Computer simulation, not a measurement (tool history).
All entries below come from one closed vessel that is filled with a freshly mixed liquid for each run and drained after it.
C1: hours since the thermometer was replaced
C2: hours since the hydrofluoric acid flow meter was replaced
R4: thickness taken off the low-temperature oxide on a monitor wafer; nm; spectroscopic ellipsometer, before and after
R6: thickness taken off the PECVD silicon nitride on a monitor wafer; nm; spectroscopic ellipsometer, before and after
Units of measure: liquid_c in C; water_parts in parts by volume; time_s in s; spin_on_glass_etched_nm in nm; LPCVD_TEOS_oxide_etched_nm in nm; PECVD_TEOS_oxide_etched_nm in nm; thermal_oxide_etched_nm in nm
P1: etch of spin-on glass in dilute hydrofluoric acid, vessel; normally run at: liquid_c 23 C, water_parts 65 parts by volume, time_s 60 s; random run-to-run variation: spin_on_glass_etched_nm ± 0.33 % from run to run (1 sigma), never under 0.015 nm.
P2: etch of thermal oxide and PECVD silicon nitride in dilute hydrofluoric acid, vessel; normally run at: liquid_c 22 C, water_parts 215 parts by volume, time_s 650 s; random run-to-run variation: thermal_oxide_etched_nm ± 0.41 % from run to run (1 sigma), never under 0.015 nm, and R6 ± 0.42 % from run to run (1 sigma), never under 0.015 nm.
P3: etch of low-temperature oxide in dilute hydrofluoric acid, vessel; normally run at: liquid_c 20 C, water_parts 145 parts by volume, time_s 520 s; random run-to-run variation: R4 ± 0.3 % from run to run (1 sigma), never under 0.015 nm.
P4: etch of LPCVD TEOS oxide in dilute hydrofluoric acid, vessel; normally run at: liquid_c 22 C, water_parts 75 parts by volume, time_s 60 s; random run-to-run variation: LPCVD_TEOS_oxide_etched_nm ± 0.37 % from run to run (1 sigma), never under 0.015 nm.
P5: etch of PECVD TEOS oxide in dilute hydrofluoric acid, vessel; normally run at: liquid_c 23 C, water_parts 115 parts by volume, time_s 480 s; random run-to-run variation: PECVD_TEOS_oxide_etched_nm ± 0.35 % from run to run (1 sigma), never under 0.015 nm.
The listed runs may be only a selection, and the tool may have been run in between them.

{"run": 1, "hour": 13.0, "process": "P1", "liquid_c": 23, "water_parts": 65, "time_s": 60, "C1": 803.8, "C2": 631.5, "spin_on_glass_etched_nm": 40.312}
{"run": 2, "hour": 24.4, "process": "P4", "liquid_c": 29, "water_parts": 75, "time_s": 60, "C1": 815.2, "C2": 642.9, "LPCVD_TEOS_oxide_etched_nm": 38.611}
{"run": 3, "hour": 31.9, "process": "P5", "liquid_c": 23, "water_parts": 115, "time_s": 110, "C1": 822.7, "C2": 650.4, "PECVD_TEOS_oxide_etched_nm": 7.8733}
{"run": 4, "hour": 47.1, "process": "P1", "liquid_c": 23, "water_parts": 65, "time_s": 60, "C1": 837.9, "C2": 665.6, "spin_on_glass_etched_nm": 40.389}
{"run": 5, "hour": 53.9, "process": "P1", "liquid_c": 23, "water_parts": 65, "time_s": 105, "C1": 844.7, "C2": 672.4, "spin_on_glass_etched_nm": 70.588}
{"run": 6, "hour": 61.2, "process": "P3", "liquid_c": 20, "water_parts": 50, "time_s": 520, "C1": 852, "C2": 679.7, "R4": 110.32}
{"run": 7, "hour": 74.3, "process": "P4", "liquid_c": 22, "water_parts": 35, "time_s": 60, "C1": 865.1, "C2": 692.8, "LPCVD_TEOS_oxide_etched_nm": 65.628}
{"run": 8, "hour": 89.1, "process": "P4", "liquid_c": 22, "water_parts": 75, "time_s": 60, "C1": 879.9, "C2": 707.6, "LPCVD_TEOS_oxide_etched_nm": 29.191}
{"run": 9, "hour": 102.5, "process": "P2", "liquid_c": 22, "water_parts": 45, "time_s": 650, "C1": 893.3, "C2": 721, "thermal_oxide_etched_nm": 67.181, "R6": 35.148}
{"run": 10, "hour": 117.9, "process": "P1", "liquid_c": 17, "water_parts": 65, "time_s": 60, "C1": 908.7, "C2": 736.4, "spin_on_glass_etched_nm": 31.544}
{"run": 11, "hour": 128.2, "process": "P1", "liquid_c": 23, "water_parts": 65, "time_s": 60, "C1": 919, "C2": 746.7, "spin_on_glass_etched_nm": 40.265}
{"run": 12, "hour": 143.0, "process": "P3", "liquid_c": 26.5, "water_parts": 145, "time_s": 520, "C1": 933.8, "C2": 761.5, "R4": 43.993}
{"run": 13, "hour": 152.0, "process": "P3", "liquid_c": 20, "water_parts": 145, "time_s": 520, "C1": 942.8, "C2": 770.5, "R4": 34.057}
{"run": 14, "hour": 165.0, "process": "P1", "liquid_c": 26, "water_parts": 100, "time_s": 60, "C1": 955.8, "C2": 783.5, "spin_on_glass_etched_nm": 28.25}
{"run": 15, "hour": 180.3, "process": "P5", "liquid_c": 23, "water_parts": 115, "time_s": 480, "C1": 971.1, "C2": 798.8, "PECVD_TEOS_oxide_etched_nm": 34.31}
{"run": 16, "hour": 193.8, "process": "P1", "liquid_c": 23, "water_parts": 65, "time_s": 60, "C1": 984.6, "C2": 812.3, "spin_on_glass_etched_nm": 40.39}
{"run": 17, "hour": 206.4, "process": "P1", "liquid_c": 23, "water_parts": 65, "time_s": 60, "C1": 997.2, "C2": 824.9, "spin_on_glass_etched_nm": 40.417}
{"run": 18, "hour": 216.5, "process": "P2", "liquid_c": 22, "water_parts": 215, "time_s": 305, "C1": 1007.3, "C2": 835, "thermal_oxide_etched_nm": 5.4623, "R6": 3.5205}
{"run": 19, "hour": 228.2, "process": "P1", "liquid_c": 23, "water_parts": 90, "time_s": 115, "C1": 1019, "C2": 846.7, "spin_on_glass_etched_nm": 54.311}
{"run": 20, "hour": 239.3, "process": "P1", "liquid_c": 23, "water_parts": 65, "time_s": 30, "C1": 1030.1, "C2": 857.8, "spin_on_glass_etched_nm": 20.164}
{"run": 21, "hour": 253.9, "process": "P4", "liquid_c": 22, "water_parts": 75, "time_s": 60, "C1": 1044.7, "C2": 872.4, "LPCVD_TEOS_oxide_etched_nm": 29.076}
{"run": 22, "hour": 265.0, "process": "P4", "liquid_c": 22, "water_parts": 75, "time_s": 30, "C1": 1055.8, "C2": 883.5, "LPCVD_TEOS_oxide_etched_nm": 14.503}
{"run": 23, "hour": 276.9, "process": "P1", "liquid_c": 23, "water_parts": 65, "time_s": 60, "C1": 1067.7, "C2": 895.4, "spin_on_glass_etched_nm": 40.311}
{"run": 24, "hour": 291.0, "process": "P1", "liquid_c": 23, "water_parts": 110, "time_s": 60, "C1": 1081.8, "C2": 909.5, "spin_on_glass_etched_nm": 22.609}
{"run": 25, "hour": 303.3, "process": "P3", "liquid_c": 20, "water_parts": 145, "time_s": 1005, "C1": 1094.1, "C2": 921.8, "R4": 66.298}
{"run": 26, "hour": 310.5, "process": "P1", "liquid_c": 23, "water_parts": 65, "time_s": 60, "C1": 1101.3, "C2": 929, "spin_on_glass_etched_nm": 40.515}
{"run": 27, "hour": 320.7, "process": "P1", "liquid_c": 23, "water_parts": 20, "time_s": 60, "C1": 1111.5, "C2": 939.2, "spin_on_glass_etched_nm": 139.64}
{"run": 28, "hour": 329.3, "process": "P2", "liquid_c": 22, "water_parts": 215, "time_s": 650, "C1": 1120.1, "C2": 947.8, "thermal_oxide_etched_nm": 11.562, "R6": 7.572}
{"run": 29, "hour": 342.4, "process": "P1", "liquid_c": 28, "water_parts": 100, "time_s": 60, "C1": 1133.2, "C2": 960.9, "spin_on_glass_etched_nm": 30.54}
{"run": 30, "hour": 353.3, "process": "P3", "liquid_c": 20, "water_parts": 145, "time_s": 520, "C1": 1144.1, "C2": 971.8, "R4": 34.266}
{"run": 31, "hour": 364.3, "process": "P1", "liquid_c": 31, "water_parts": 65, "time_s": 60, "C1": 1155.1, "C2": 982.8, "spin_on_glass_etched_nm": 55.678}
{"run": 32, "hour": 379.3, "process": "P5", "liquid_c": 29, "water_parts": 115, "time_s": 480, "C1": 1170.1, "C2": 997.8, "PECVD_TEOS_oxide_etched_nm": 43.212}
{"run": 33, "hour": 391.3, "process": "P2", "liquid_c": 28.5, "water_parts": 215, "time_s": 650, "C1": 1182.1, "C2": 1009.8, "thermal_oxide_etched_nm": 14.668, "R6": 11.342}
{"run": 34, "hour": 400.6, "process": "P5", "liquid_c": 23, "water_parts": 50, "time_s": 480, "C1": 1191.4, "C2": 1019.1, "PECVD_TEOS_oxide_etched_nm": 85.251}
{"run": 35, "hour": 411.9, "process": "P1", "liquid_c": 23, "water_parts": 65, "time_s": 60, "C1": 1202.7, "C2": 1030.4, "spin_on_glass_etched_nm": 40.491}
{"run": 36, "hour": 420.4, "process": "P1", "liquid_c": 23, "water_parts": 65, "time_s": 60, "C1": 1211.2, "C2": 1038.9, "spin_on_glass_etched_nm": 41.462}
{"run": 37, "hour": 436.1, "process": "P1", "liquid_c": 23, "water_parts": 65, "time_s": 60, "C1": 1226.9, "C2": 1054.6, "spin_on_glass_etched_nm": 42.643}
{"run": 38, "hour": 447.2, "process": "P1", "liquid_c": 23, "water_parts": 65, "time_s": 60, "C1": 1238, "C2": 1065.7, "spin_on_glass_etched_nm": 42.955}
{"run": 39, "hour": 459.2, "process": "P1", "liquid_c": 23, "water_parts": 65, "time_s": 60, "C1": 1250, "C2": 1077.7, "spin_on_glass_etched_nm": 43.487}
{"run": 40, "hour": 470.1, "process": "P1", "liquid_c": 23, "water_parts": 65, "time_s": 60, "C1": 1260.9, "C2": 1088.6, "spin_on_glass_etched_nm": 43.609}
{"run": 41, "hour": 477.2, "process": "P1", "liquid_c": 23, "water_parts": 65, "time_s": 60, "C1": 1268, "C2": 1095.7, "spin_on_glass_etched_nm": 43.646}
{"run": 42, "hour": 489.2, "process": "P1", "liquid_c": 23, "water_parts": 65, "time_s": 60, "C1": 1280, "C2": 1107.7, "spin_on_glass_etched_nm": 43.562}
{"run": 43, "hour": 497.1, "process": "P1", "liquid_c": 23, "water_parts": 65, "time_s": 60, "C1": 1287.9, "C2": 1115.6, "spin_on_glass_etched_nm": 43.923}
{"run": 44, "hour": 505.8, "process": "P1", "liquid_c": 23, "water_parts": 65, "time_s": 60, "C1": 1296.6, "C2": 1124.3, "spin_on_glass_etched_nm": 43.7}
{"run": 45, "hour": 514.8, "process": "P1", "liquid_c": 23, "water_parts": 65, "time_s": 60, "C1": 1305.6, "C2": 1133.3, "spin_on_glass_etched_nm": 43.85}

P1 has crept away from where it was. The log is fitted equally well by each of these 2 causes, at the sizes shown:
A: liquid hotter than its thermometer reads (K) = 2.01
B: hydrofluoric acid flow above the setpoint (%) = 7.86
The process output started creeping at around hour 411.9.

Question marks stand in for the results of the 4 check runs listed below, each run on one wafer. Under which run would the listed causes show clearly different results?
{"run": "check 1", "hour": 523.8, "process": "P2", "liquid_c": 28, "water_parts": 215, "time_s": 650, "thermal_oxide_etched_nm": "?", "R6": "?"}
{"run": "check 2", "hour": 523.8, "process": "P5", "liquid_c": 23, "water_parts": 50, "time_s": 175, "PECVD_TEOS_oxide_etched_nm": "?"}
{"run": "check 3", "hour": 523.8, "process": "P3", "liquid_c": 20, "water_parts": 65, "time_s": 520, "R4": "?"}
{"run": "check 4", "hour": 523.8, "process": "P4", "liquid_c": 22, "water_parts": 50, "time_s": 60, "LPCVD_TEOS_oxide_etched_nm": "?"}

Expected result of each check under each candidate cause:
check=check_1 result=thermal_oxide_etched_nm if_A=15.44 if_B=15.822
check=check_1 result=R6 if_A=12.321 if_B=11.789
check=check_2 result=PECVD_TEOS_oxide_etched_nm if_A=33.822 if_B=33.74
check=check_3 result=R4 if_A=90.672 if_B=90.447
check=check_4 result=LPCVD_TEOS_oxide_etched_nm if_A=48.868 if_B=48.713
How far apart the two closest causes lie, in the result that separates them most: check 1 4.41 %; check 2 0.24 %; check 3 0.25 %; check 4 0.32 %
The other checks would show nearly matching results whichever cause is true, so check 1 is the only one that separates the causes.

Check 1 was then run and gave: thermal_oxide_etched_nm 15.888 nm; R6 11.829 nm. Which cause is it?

Of the candidate causes, it is B: hydrofluoric acid flow above the setpoint (%).

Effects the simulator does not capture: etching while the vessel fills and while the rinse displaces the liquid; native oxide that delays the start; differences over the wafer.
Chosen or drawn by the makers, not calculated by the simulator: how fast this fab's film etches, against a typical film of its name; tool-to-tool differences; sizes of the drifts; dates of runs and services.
